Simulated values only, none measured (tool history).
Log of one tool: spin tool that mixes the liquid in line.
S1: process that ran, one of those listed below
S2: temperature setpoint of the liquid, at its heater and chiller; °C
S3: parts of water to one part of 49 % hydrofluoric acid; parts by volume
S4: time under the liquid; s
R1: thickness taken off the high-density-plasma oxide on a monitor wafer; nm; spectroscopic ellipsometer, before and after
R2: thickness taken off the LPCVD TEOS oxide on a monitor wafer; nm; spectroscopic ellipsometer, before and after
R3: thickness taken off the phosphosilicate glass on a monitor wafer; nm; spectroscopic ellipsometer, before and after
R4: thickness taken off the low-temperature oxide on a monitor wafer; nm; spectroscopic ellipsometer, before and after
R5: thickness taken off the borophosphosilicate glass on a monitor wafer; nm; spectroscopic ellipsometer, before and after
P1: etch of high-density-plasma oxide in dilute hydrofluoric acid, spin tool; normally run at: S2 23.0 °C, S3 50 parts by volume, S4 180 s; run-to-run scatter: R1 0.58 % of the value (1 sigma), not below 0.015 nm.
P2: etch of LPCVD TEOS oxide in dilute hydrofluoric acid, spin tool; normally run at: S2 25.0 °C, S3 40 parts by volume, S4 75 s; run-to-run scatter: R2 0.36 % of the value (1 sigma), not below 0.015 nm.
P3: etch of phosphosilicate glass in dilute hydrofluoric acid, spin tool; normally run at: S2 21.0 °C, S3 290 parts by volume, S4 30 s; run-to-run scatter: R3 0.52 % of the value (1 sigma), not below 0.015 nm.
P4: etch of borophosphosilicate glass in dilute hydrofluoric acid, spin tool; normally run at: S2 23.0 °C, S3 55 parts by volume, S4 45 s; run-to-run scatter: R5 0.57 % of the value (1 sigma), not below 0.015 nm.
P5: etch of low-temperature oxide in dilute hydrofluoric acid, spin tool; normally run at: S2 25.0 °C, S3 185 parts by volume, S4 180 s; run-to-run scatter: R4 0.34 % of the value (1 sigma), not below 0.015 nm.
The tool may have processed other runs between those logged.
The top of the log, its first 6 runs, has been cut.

run   hour  S1    S2   S3   S4      R1      R2      R3      R4       R5
      67.6  -- thermometer replaced
  7   79.1  P3  21.0  290   30                  7.2480
  8   90.5  P5  25.0  185  180                          10.168
  9   99.9  P4  23.0   55   15                                   13.050
 10  111.3  P4  23.0   20   45                                  111.060
 11  121.6  P2  30.0   40   75          44.523
 12  131.3  P1  23.0   50  330  38.497
 13  140.9  P4  26.5   55   45                                   44.535
 14  153.1  P1  17.0   75  180  10.499
 15  167.5  P5  25.0  330  180                           4.871
 16  182.8  P1  23.0   50  180  21.044
 17  198.0  P2  25.0   40  120          58.073
 18  206.4  P5  25.0  185  355                          20.022
 19  216.3  P3  21.0  290   30                  7.2615
 20  228.8  P3  25.5  290   30                  8.5180
     233.2  -- hydrofluoric acid flow meter replaced
 21  239.7  P1  23.0   25  180  43.475
 22  250.9  P5  21.0  185  180                           8.726
 23  260.1  P1  27.5   50  180  25.509
 24  267.1  P1  23.0   50  180  21.187
 25  283.3  P1  17.0   50  180  16.462
 26  297.8  P5  25.0  185  180                          10.125
 27  305.8  P2  25.0   40   75          36.104
 28  319.1  P1  23.0   50  180  21.057

What will run 29 give?
 29  331.8  P3  21.0  115  30           ?

R3: 22.0440 nm
